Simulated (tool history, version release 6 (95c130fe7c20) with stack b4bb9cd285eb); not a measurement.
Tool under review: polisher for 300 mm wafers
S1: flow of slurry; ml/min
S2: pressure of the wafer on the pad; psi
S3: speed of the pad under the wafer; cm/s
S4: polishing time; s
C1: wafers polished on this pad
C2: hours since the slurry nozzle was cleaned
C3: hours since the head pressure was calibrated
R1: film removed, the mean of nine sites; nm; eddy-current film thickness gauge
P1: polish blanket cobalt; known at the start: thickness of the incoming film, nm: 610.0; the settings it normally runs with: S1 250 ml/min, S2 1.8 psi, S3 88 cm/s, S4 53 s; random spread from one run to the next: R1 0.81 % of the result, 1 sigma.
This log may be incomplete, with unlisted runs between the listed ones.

Run 1, hour 5.0: S1 250 ml/min, S2 1.8 psi, S3 88 cm/s, S4 53 s; C1 203; C2 156.3; C3 480.6. Result: R1 243.520 nm.
Run 2, hour 9.2: S1 250 ml/min, S2 1.8 psi, S3 88 cm/s, S4 53 s; C1 240; C2 160.5; C3 484.8. Result: R1 242.940 nm.
Run 3, hour 13.7: S1 250 ml/min, S2 1.8 psi, S3 88 cm/s, S4 53 s; C1 280; C2 165.0; C3 489.3. Result: R1 244.110 nm.
Run 4, hour 17.0: S1 380 ml/min, S2 1.8 psi, S3 88 cm/s, S4 73 s; C1 310; C2 168.3; C3 492.6. Result: R1 344.220 nm.
Run 5, hour 21.4: S1 250 ml/min, S2 2.2 psi, S3 88 cm/s, S4 53 s; C1 349; C2 172.7; C3 497.0. Result: R1 292.170 nm.
Run 6, hour 27.9: S1 150 ml/min, S2 1.8 psi, S3 88 cm/s, S4 53 s; C1 407; C2 179.2; C3 503.5. Result: R1 224.130 nm.
Run 7, hour 32.5: S1 250 ml/min, S2 1.1 psi, S3 88 cm/s, S4 33 s; C1 448; C2 183.8; C3 508.1. Result: R1 92.673 nm.
Run 8, hour 36.9: S1 250 ml/min, S2 0.9 psi, S3 88 cm/s, S4 53 s; C1 487; C2 188.2; C3 512.5. Result: R1 119.920 nm.
Run 9, hour 42.0: S1 250 ml/min, S2 1.8 psi, S3 40 cm/s, S4 53 s; C1 532; C2 193.3; C3 517.6. Result: R1 108.790 nm.
Run 10, hour 47.2: S1 250 ml/min, S2 1.8 psi, S3 88 cm/s, S4 81 s; C1 578; C2 198.5; C3 522.8. Result: R1 366.310 nm.
Run 11, hour 51.1: S1 250 ml/min, S2 1.8 psi, S3 88 cm/s, S4 53 s; C1 613; C2 202.4; C3 526.7. Result: R1 243.400 nm.
Run 12, hour 54.6: S1 150 ml/min, S2 2.7 psi, S3 88 cm/s, S4 53 s; C1 644; C2 205.9; C3 530.2. Result: R1 336.970 nm.
Run 13, hour 58.6: S1 385 ml/min, S2 1.8 psi, S3 88 cm/s, S4 53 s; C1 680; C2 209.9; C3 534.2. Result: R1 249.370 nm.
At hour 60.1: slurry nozzle cleaned.
Run 14, hour 62.4: S1 250 ml/min, S2 1.8 psi, S3 88 cm/s, S4 53 s; C1 714; C2 2.4; C3 538.0. Result: R1 237.180 nm.
Run 15, hour 68.2: S1 250 ml/min, S2 1.8 psi, S3 88 cm/s, S4 25 s; C1 765; C2 8.2; C3 543.8. Result: R1 112.870 nm.
Run 16, hour 72.7: S1 250 ml/min, S2 1.8 psi, S3 126 cm/s, S4 53 s; C1 805; C2 12.7; C3 548.3. Result: R1 347.490 nm.
Run 17, hour 77.9: S1 250 ml/min, S2 1.8 psi, S3 88 cm/s, S4 53 s; C1 852; C2 17.9; C3 553.5. Result: R1 240.830 nm.
Run 18, hour 80.9: S1 250 ml/min, S2 1.8 psi, S3 88 cm/s, S4 53 s; C1 878; C2 20.9; C3 556.5. Result: R1 237.290 nm.
Run 19, hour 83.9: S1 250 ml/min, S2 1.8 psi, S3 88 cm/s, S4 53 s; C1 905; C2 23.9; C3 559.5. Result: R1 236.150 nm.
Run 20, hour 86.7: S1 250 ml/min, S2 1.8 psi, S3 88 cm/s, S4 53 s; C1 930; C2 26.7; C3 562.3. Result: R1 237.330 nm.
Run 21, hour 90.3: S1 250 ml/min, S2 1.8 psi, S3 88 cm/s, S4 53 s; C1 962; C2 30.3; C3 565.9. Result: R1 239.300 nm.
Run 22, hour 96.4: S1 250 ml/min, S2 1.8 psi, S3 88 cm/s, S4 53 s; C1 1016; C2 36.4; C3 572.0. Result: R1 232.260 nm.
Run 23, hour 100.9: S1 250 ml/min, S2 1.8 psi, S3 88 cm/s, S4 53 s; C1 1056; C2 40.9; C3 576.5. Result: R1 230.980 nm.
At hour 101.2: head pressure recalibrated.
Run 24, hour 106.3: S1 250 ml/min, S2 1.8 psi, S3 88 cm/s, S4 53 s; C1 1104; C2 46.3; C3 5.1. Result: R1 231.900 nm.
Run 25, hour 110.9: S1 250 ml/min, S2 1.8 psi, S3 88 cm/s, S4 53 s; C1 1145; C2 50.9; C3 9.7. Result: R1 234.970 nm.
Run 26, hour 116.2: S1 250 ml/min, S2 1.8 psi, S3 88 cm/s, S4 53 s; C1 1192; C2 56.2; C3 15.0. Result: R1 230.070 nm.
Run 27, hour 122.0: S1 250 ml/min, S2 1.8 psi, S3 88 cm/s, S4 53 s; C1 1244; C2 62.0; C3 20.8. Result: R1 230.390 nm.
Run 28, hour 125.6: S1 250 ml/min, S2 1.8 psi, S3 88 cm/s, S4 53 s; C1 1276; C2 65.6; C3 24.4. Result: R1 230.380 nm.

What P1 gives has crept off from where it sat before. The 2 causes that follow fit the log equally well, each at the size noted:
A: removal rate lost through wear of the pad, % = 4.55
B: slurry flow missing at the pad, % = 30.3
Creep in the process output first set in at about hour 77.9.
All other causes, with the reason each is excluded:
head's pressure below its setpoint, %: serviced after onset, at hour 101.2, with no recovery of the prior output

Each of the check runs listed below is run on 5 wafers and reports their average, with the results left as question marks. Pick the one under which the possible causes would lead to clearly different results.
Run check 1, hour 129.2: S1 250 ml/min, S2 1.8 psi, S3 108 cm/s, S4 53 s. Result: R1 ?.
Run check 2, hour 129.2: S1 250 ml/min, S2 1.8 psi, S3 120 cm/s, S4 76 s. Result: R1 ?.
Run check 3, hour 129.2: S1 250 ml/min, S2 0.9 psi, S3 88 cm/s, S4 26 s. Result: R1 ?.
Run check 4, hour 129.2: S1 155 ml/min, S2 1.8 psi, S3 124 cm/s, S4 53 s. Result: R1 ?.

Outcome of each check run for each possible cause:
  check  result     if A     if B
check 1      R1  282.490  282.530
check 2      R1  450.090  450.150
check 3      R1   56.459   56.466
check 4      R1  303.870  296.140
Gap, in per cent, between the two causes that each check separates least, read from the result that separates them most: check 1 0.01 %; check 2 0.01 %; check 3 0.01 %; check 4 2.58 %
Only in check 4 would the causes give clearly different results; in the remaining checks their results would be nearly the same.

Here is what check 4 returned: R1 297.860 nm. Which cause is it?

The correct cause is B, namely: slurry flow missing at the pad, %.

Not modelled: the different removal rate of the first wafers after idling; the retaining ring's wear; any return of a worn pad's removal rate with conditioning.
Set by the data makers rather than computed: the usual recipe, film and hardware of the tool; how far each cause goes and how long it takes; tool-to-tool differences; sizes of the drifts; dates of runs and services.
